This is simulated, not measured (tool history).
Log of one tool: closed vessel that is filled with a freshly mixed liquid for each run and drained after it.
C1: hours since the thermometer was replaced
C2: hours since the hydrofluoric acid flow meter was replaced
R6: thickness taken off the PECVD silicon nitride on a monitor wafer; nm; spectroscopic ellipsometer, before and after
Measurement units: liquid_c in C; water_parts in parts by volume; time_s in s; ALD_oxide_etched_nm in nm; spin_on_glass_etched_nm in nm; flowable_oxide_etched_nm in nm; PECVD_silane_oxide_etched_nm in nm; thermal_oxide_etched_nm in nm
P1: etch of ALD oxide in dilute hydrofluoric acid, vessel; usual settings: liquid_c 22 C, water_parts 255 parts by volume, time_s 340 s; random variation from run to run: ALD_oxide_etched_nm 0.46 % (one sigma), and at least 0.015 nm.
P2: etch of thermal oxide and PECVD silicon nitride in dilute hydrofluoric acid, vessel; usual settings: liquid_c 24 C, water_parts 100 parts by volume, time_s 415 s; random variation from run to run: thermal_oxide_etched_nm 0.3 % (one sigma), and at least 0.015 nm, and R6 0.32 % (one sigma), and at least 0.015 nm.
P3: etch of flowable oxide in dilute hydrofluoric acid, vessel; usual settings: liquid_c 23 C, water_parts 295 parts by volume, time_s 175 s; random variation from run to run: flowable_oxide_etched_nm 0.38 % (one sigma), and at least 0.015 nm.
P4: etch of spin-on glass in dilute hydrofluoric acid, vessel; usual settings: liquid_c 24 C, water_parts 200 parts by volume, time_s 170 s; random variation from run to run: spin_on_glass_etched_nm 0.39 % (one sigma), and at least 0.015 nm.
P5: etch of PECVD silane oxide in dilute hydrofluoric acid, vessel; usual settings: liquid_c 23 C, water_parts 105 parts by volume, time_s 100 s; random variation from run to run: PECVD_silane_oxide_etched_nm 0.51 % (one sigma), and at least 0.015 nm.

Run 1, day 0.162: process P1, liquid_c 22 C, water_parts 255 parts by volume, time_s 340 s; C1 278.7; C2 770.7. Result: ALD_oxide_etched_nm 29.389 nm.
Run 2, day 0.375: process P1, liquid_c 22 C, water_parts 255 parts by volume, time_s 340 s; C1 283.8; C2 775.8. Result: ALD_oxide_etched_nm 29.522 nm.
Run 3, day 0.658: process P1, liquid_c 22 C, water_parts 255 parts by volume, time_s 85 s; C1 290.6; C2 782.6. Result: ALD_oxide_etched_nm 7.3789 nm.
Run 4, day 0.838: process P4, liquid_c 24 C, water_parts 200 parts by volume, time_s 170 s; C1 294.9; C2 786.9. Result: spin_on_glass_etched_nm 44.265 nm.
Run 5, day 1.05: process P1, liquid_c 22 C, water_parts 255 parts by volume, time_s 340 s; C1 300; C2 792. Result: ALD_oxide_etched_nm 29.535 nm.
Run 6, day 1.242: process P1, liquid_c 28 C, water_parts 255 parts by volume, time_s 340 s; C1 304.6; C2 796.6. Result: ALD_oxide_etched_nm 36.497 nm.
Run 7, day 1.592: process P3, liquid_c 23 C, water_parts 110 parts by volume, time_s 175 s; C1 313; C2 805. Result: flowable_oxide_etched_nm 53.79 nm.
Run 8, day 1.917: process P5, liquid_c 23 C, water_parts 105 parts by volume, time_s 100 s; C1 320.8; C2 812.8. Result: PECVD_silane_oxide_etched_nm 34.001 nm.
Run 9, day 2.271: process P3, liquid_c 17 C, water_parts 295 parts by volume, time_s 175 s; C1 329.3; C2 821.3. Result: flowable_oxide_etched_nm 13.262 nm.
Run 10, day 2.471: process P4, liquid_c 24 C, water_parts 200 parts by volume, time_s 255 s; C1 334.1; C2 826.1. Result: spin_on_glass_etched_nm 66.321 nm.
Run 11, day 2.783: process P1, liquid_c 17 C, water_parts 255 parts by volume, time_s 340 s; C1 341.6; C2 833.6. Result: ALD_oxide_etched_nm 24.391 nm.
Run 12, day 2.988: process P1, liquid_c 22 C, water_parts 95 parts by volume, time_s 340 s; C1 346.5; C2 838.5. Result: ALD_oxide_etched_nm 93.822 nm.
Run 13, day 3.154: process P1, liquid_c 22 C, water_parts 255 parts by volume, time_s 340 s; C1 350.5; C2 842.5. Result: ALD_oxide_etched_nm 29.687 nm.
Run 14, day 3.438: process P2, liquid_c 24 C, water_parts 20 parts by volume, time_s 415 s; C1 357.3; C2 849.3. Result: thermal_oxide_etched_nm 104.52 nm, R6 40.309 nm.
Run 15, day 3.65: process P2, liquid_c 24 C, water_parts 100 parts by volume, time_s 95 s; C1 362.4; C2 854.4. Result: thermal_oxide_etched_nm 4.2773 nm, R6 1.9294 nm.
Run 16, day 3.988: process P1, liquid_c 22 C, water_parts 255 parts by volume, time_s 340 s; C1 370.5; C2 862.5. Result: ALD_oxide_etched_nm 29.267 nm.
Run 17, day 4.354: process P2, liquid_c 24 C, water_parts 100 parts by volume, time_s 415 s; C1 379.3; C2 871.3. Result: thermal_oxide_etched_nm 18.716 nm, R6 8.4625 nm.
Run 18, day 4.696: process P1, liquid_c 29 C, water_parts 400 parts by volume, time_s 340 s; C1 387.5; C2 879.5. Result: ALD_oxide_etched_nm 20.535 nm.
Run 19, day 4.908: process P5, liquid_c 17 C, water_parts 105 parts by volume, time_s 100 s; C1 392.6; C2 884.6. Result: PECVD_silane_oxide_etched_nm 26.461 nm.
Run 20, day 5.129: process P1, liquid_c 22 C, water_parts 255 parts by volume, time_s 525 s; C1 397.9; C2 889.9. Result: ALD_oxide_etched_nm 45.735 nm.
Run 21, day 5.438: process P1, liquid_c 22 C, water_parts 465 parts by volume, time_s 340 s; C1 405.3; C2 897.3. Result: ALD_oxide_etched_nm 13.42 nm.
Run 22, day 5.771: process P5, liquid_c 23 C, water_parts 165 parts by volume, time_s 100 s; C1 413.3; C2 905.3. Result: PECVD_silane_oxide_etched_nm 20.099 nm.
Run 23, day 5.942: process P5, liquid_c 23 C, water_parts 105 parts by volume, time_s 190 s; C1 417.4; C2 909.4. Result: PECVD_silane_oxide_etched_nm 64.639 nm.
Run 24, day 6.162: process P4, liquid_c 31.5 C, water_parts 200 parts by volume, time_s 170 s; C1 422.7; C2 914.7. Result: spin_on_glass_etched_nm 57.853 nm.
Run 25, day 6.379: process P4, liquid_c 24 C, water_parts 310 parts by volume, time_s 170 s; C1 427.9; C2 919.9. Result: spin_on_glass_etched_nm 25.275 nm.
Run 26, day 6.7: process P5, liquid_c 23 C, water_parts 105 parts by volume, time_s 100 s; C1 435.6; C2 927.6. Result: PECVD_silane_oxide_etched_nm 33.955 nm.
Run 27, day 6.938: process P3, liquid_c 23 C, water_parts 295 parts by volume, time_s 80 s; C1 441.3; C2 933.3. Result: flowable_oxide_etched_nm 7.5455 nm.
Run 28, day 7.096: process P2, liquid_c 20 C, water_parts 100 parts by volume, time_s 415 s; C1 445.1; C2 937.1. Result: thermal_oxide_etched_nm 15.875 nm, R6 6.473 nm.
Run 29, day 7.417: process P3, liquid_c 23 C, water_parts 295 parts by volume, time_s 175 s; C1 452.8; C2 944.8. Result: flowable_oxide_etched_nm 16.686 nm.
Run 30, day 7.679: process P1, liquid_c 22 C, water_parts 255 parts by volume, time_s 340 s; C1 459.1; C2 951.1. Result: ALD_oxide_etched_nm 29.274 nm.
Run 31, day 8.004: process P1, liquid_c 22 C, water_parts 255 parts by volume, time_s 340 s; C1 466.9; C2 958.9. Result: ALD_oxide_etched_nm 28.728 nm.
Run 32, day 8.338: process P1, liquid_c 22 C, water_parts 255 parts by volume, time_s 340 s; C1 474.9; C2 966.9. Result: ALD_oxide_etched_nm 28.054 nm.
Run 33, day 8.571: process P1, liquid_c 22 C, water_parts 255 parts by volume, time_s 340 s; C1 480.5; C2 972.5. Result: ALD_oxide_etched_nm 28.06 nm.
Run 34, day 8.804: process P1, liquid_c 22 C, water_parts 255 parts by volume, time_s 340 s; C1 486.1; C2 978.1. Result: ALD_oxide_etched_nm 27.921 nm.
Run 35, day 9.079: process P1, liquid_c 22 C, water_parts 255 parts by volume, time_s 340 s; C1 492.7; C2 984.7. Result: ALD_oxide_etched_nm 27.641 nm.
Run 36, day 9.333: process P1, liquid_c 22 C, water_parts 255 parts by volume, time_s 340 s; C1 498.8; C2 990.8. Result: ALD_oxide_etched_nm 27.712 nm.
Run 37, day 9.583: process P1, liquid_c 22 C, water_parts 255 parts by volume, time_s 340 s; C1 504.8; C2 996.8. Result: ALD_oxide_etched_nm 27.62 nm.
Run 38, day 9.775: process P1, liquid_c 22 C, water_parts 255 parts by volume, time_s 340 s; C1 509.4; C2 1001.4. Result: ALD_oxide_etched_nm 27.912 nm.

What P1 gives has crept off from where it sat before. The 2 causes that follow fit the log equally well, each at the size noted:
A: hydrofluoric acid flow below the setpoint (%) = 4.86
B: liquid colder than its thermometer reads (K) = 1.69
The drift started at roughly day 7.679.

4 check runs are offered, one wafer each, their results left as question marks. Which one tells the causes apart?
Run check 1, day 9.967: process P4, liquid_c 31.5 C, water_parts 200 parts by volume, time_s 170 s. Result: spin_on_glass_etched_nm ?.
Run check 2, day 9.967: process P3, liquid_c 17 C, water_parts 295 parts by volume, time_s 115 s. Result: flowable_oxide_etched_nm ?.
Run check 3, day 9.967: process P5, liquid_c 23 C, water_parts 155 parts by volume, time_s 185 s. Result: PECVD_silane_oxide_etched_nm ?.
Run check 4, day 9.967: process P2, liquid_c 24 C, water_parts 100 parts by volume, time_s 140 s. Result: thermal_oxide_etched_nm ?, R6 ?.

What each check would give under each cause:
  check                        result    if A    if B
check 1       spin_on_glass_etched_nm  54.223   54.48
check 2      flowable_oxide_etched_nm  8.2022  8.1821
check 3  PECVD_silane_oxide_etched_nm  37.851  37.586
check 4       thermal_oxide_etched_nm  5.9689  5.9013
check 4                            R6  2.7098  2.5445
Separation of the two closest causes in each check, using whichever result separates them best: check 1 0.47 %; check 2 0.24 %; check 3 0.7 %; check 4 6.29 %
Check 4 tells the causes apart: in the others they would give nearly the same result.

Check 4 has now been run. It gave: thermal_oxide_etched_nm 5.949 nm; R6 2.7202 nm. Which of the candidate causes is it?

The cause is A: hydrofluoric acid flow below the setpoint (%).
